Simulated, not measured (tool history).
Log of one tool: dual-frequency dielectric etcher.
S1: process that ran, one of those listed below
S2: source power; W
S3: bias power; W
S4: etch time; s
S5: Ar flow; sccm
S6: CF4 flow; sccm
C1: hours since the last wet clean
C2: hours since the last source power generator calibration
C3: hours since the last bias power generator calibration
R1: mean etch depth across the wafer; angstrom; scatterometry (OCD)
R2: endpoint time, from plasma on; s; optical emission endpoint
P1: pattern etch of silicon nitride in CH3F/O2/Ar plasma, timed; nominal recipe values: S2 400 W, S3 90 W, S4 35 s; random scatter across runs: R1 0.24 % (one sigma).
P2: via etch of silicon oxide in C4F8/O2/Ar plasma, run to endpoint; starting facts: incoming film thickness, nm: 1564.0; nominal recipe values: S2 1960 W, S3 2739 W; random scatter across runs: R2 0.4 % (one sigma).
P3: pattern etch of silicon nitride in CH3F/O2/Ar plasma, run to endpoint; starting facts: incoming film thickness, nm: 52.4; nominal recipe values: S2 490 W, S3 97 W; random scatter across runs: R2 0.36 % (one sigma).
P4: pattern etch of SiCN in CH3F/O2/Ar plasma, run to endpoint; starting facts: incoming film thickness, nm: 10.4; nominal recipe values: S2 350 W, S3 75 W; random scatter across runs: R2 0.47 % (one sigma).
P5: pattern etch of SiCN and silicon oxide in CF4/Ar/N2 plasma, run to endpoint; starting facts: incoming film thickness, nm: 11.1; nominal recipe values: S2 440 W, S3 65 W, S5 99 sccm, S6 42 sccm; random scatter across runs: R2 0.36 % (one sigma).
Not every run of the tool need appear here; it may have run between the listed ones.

run 1 hour=4.6 | S1=P1 S2=400 S3=90 S4=35 | C1=360.3 C2=1851.3 C3=764.7 | R1=268.43
run 2 hour=8.8 | S1=P5 S2=440 S3=65 S5=126 S6=42 | C1=364.5 C2=1855.5 C3=768.9 | R2=15.145
run 3 hour=14 | S1=P1 S2=400 S3=90 S4=35 | C1=369.7 C2=1860.7 C3=774.1 | R1=268.92
run 4 hour=17.4 | S1=P1 S2=270 S3=90 S4=35 | C1=373.1 C2=1864.1 C3=777.5 | R1=231.87
run 5 hour=20.4 | S1=P2 S2=1960 S3=3629 | C1=376.1 C2=1867.1 C3=780.5 | R2=271.14
-- hour=24.3 wet clean of the chamber
run 6 hour=25.4 | S1=P1 S2=400 S3=61 S4=35 | C1=1.2 C2=1872.1 C3=785.5 | R1=234.44
run 7 hour=29.1 | S1=P2 S2=1960 S3=2739 | C1=4.9 C2=1875.8 C3=789.2 | R2=297.19
run 8 hour=33.9 | S1=P1 S2=400 S3=90 S4=35 | C1=9.7 C2=1880.6 C3=794 | R1=268.68
run 9 hour=38.2 | S1=P3 S2=590 S3=97 | C1=14 C2=1884.9 C3=798.3 | R2=59.358
run 10 hour=43.2 | S1=P4 S2=450 S3=75 | C1=19 C2=1889.9 C3=803.3 | R2=26.083
run 11 hour=46.6 | S1=P4 S2=350 S3=48 | C1=22.4 C2=1893.3 C3=806.7 | R2=33.422
run 12 hour=51.1 | S1=P1 S2=400 S3=90 S4=22.5 | C1=26.9 C2=1897.8 C3=811.2 | R1=172.7
run 13 hour=55.2 | S1=P5 S2=440 S3=65 S5=99 S6=42 | C1=31 C2=1901.9 C3=815.3 | R2=14.525
run 14 hour=58.2 | S1=P5 S2=340 S3=65 S5=99 S6=42 | C1=34 C2=1904.9 C3=818.3 | R2=18.226
run 15 hour=61.1 | S1=P4 S2=350 S3=75 | C1=36.9 C2=1907.8 C3=821.2 | R2=28.348
run 16 hour=65.9 | S1=P5 S2=440 S3=65 S5=99 S6=42 | C1=41.7 C2=1912.6 C3=826 | R2=14.479
run 17 hour=71.3 | S1=P5 S2=440 S3=65 S5=99 S6=32 | C1=47.1 C2=1918 C3=831.4 | R2=15.223
run 18 hour=76.7 | S1=P2 S2=1140 S3=2739 | C1=52.5 C2=1923.4 C3=836.8 | R2=365.55
run 19 hour=79.2 | S1=P3 S2=490 S3=128 | C1=55 C2=1925.9 C3=839.3 | R2=56.841
run 20 hour=82.8 | S1=P1 S2=400 S3=118 S4=35 | C1=58.6 C2=1929.5 C3=842.9 | R1=295.17
run 21 hour=88.1 | S1=P1 S2=270 S3=90 S4=21 | C1=63.9 C2=1934.8 C3=848.2 | R1=138.44
run 22 hour=93.1 | S1=P1 S2=400 S3=90 S4=35 | C1=68.9 C2=1939.8 C3=853.2 | R1=268.93
run 23 hour=96 | S1=P3 S2=490 S3=97 | C1=71.8 C2=1942.7 C3=856.1 | R2=63.341
run 24 hour=101.2 | S1=P1 S2=400 S3=90 S4=35 | C1=77 C2=1947.9 C3=861.3 | R1=266.98
run 25 hour=106.1 | S1=P1 S2=400 S3=90 S4=52 | C1=81.9 C2=1952.8 C3=866.2 | R1=399.06
run 26 hour=108.8 | S1=P1 S2=480 S3=90 S4=35 | C1=84.6 C2=1955.5 C3=868.9 | R1=287.73
run 27 hour=113.5 | S1=P2 S2=1960 S3=2739 | C1=89.3 C2=1960.2 C3=873.6 | R2=295.14
run 28 hour=117.9 | S1=P5 S2=440 S3=43 S5=99 S6=42 | C1=93.7 C2=1964.6 C3=878 | R2=16.685
run 29 hour=121.5 | S1=P1 S2=400 S3=90 S4=35 | C1=97.3 C2=1968.2 C3=881.6 | R1=269.04
run 30 hour=126.3 | S1=P1 S2=400 S3=90 S4=35 | C1=102.1 C2=1973 C3=886.4 | R1=266.41
run 31 hour=129.6 | S1=P1 S2=400 S3=90 S4=35 | C1=105.4 C2=1976.3 C3=889.7 | R1=266.73
run 32 hour=133.1 | S1=P1 S2=400 S3=90 S4=35 | C1=108.9 C2=1979.8 C3=893.2 | R1=265.68
-- hour=134.1 wet clean of the chamber
run 33 hour=136.9 | S1=P1 S2=400 S3=90 S4=35 | C1=2.9 C2=1983.6 C3=897 | R1=264.37
run 34 hour=141.2 | S1=P1 S2=400 S3=90 S4=35 | C1=7.2 C2=1987.9 C3=901.3 | R1=263.93
run 35 hour=145.6 | S1=P1 S2=400 S3=90 S4=35 | C1=11.6 C2=1992.3 C3=905.7 | R1=263.76
run 36 hour=148.4 | S1=P1 S2=400 S3=90 S4=35 | C1=14.4 C2=1995.1 C3=908.5 | R1=263.68
run 37 hour=153.3 | S1=P1 S2=400 S3=90 S4=35 | C1=19.3 C2=2000 C3=913.4 | R1=265.58

Compared with where it was, what P1 gives has crept away. Each cause listed below fits the log as well as the rest, at the size given for it:
A: bias power that arrives under what is set, % = 4.31
B: source power that arrives under what is set, % = 4.13
The creep began at about hour 121.5.
Each remaining cause and why it is not a fit:
chamber walls in a state that lowers the etch rate, %: work on it at hour 134.1, done after the drift set in, did not restore what the process gave before

4 check runs are offered, each on 2 wafers whose results are averaged, their results left as question marks. Which one tells the causes apart?
run check 1 hour=158.2 | S1=P5 S2=440 S3=65 S5=120 S6=42 | R2=?
run check 2 hour=158.2 | S1=P2 S2=1960 S3=3484 | R2=?
run check 3 hour=158.2 | S1=P3 S2=490 S3=116 | R2=?
run check 4 hour=158.2 | S1=P4 S2=420 S3=75 | R2=?

Expected result of each check under each candidate cause:
check=check_1 result=R2 if_A=15.258 if_B=15.573
check=check_2 result=R2 if_A=278.8 if_B=279.43
check=check_3 result=R2 if_A=60.102 if_B=60.059
check=check_4 result=R2 if_A=27.178 if_B=27.184
Distance between the nearest two causes, measured in the result of the check that separates them most: check 1 2.04 %; check 2 0.23 %; check 3 0.07 %; check 4 0.02 %
Only check 1 tells the causes apart: in the others they would give nearly the same result.

The results of check 1 are: R2 15.619 s. Based on these, which of the listed causes is it?

It is B: source power that arrives under what is set, %.
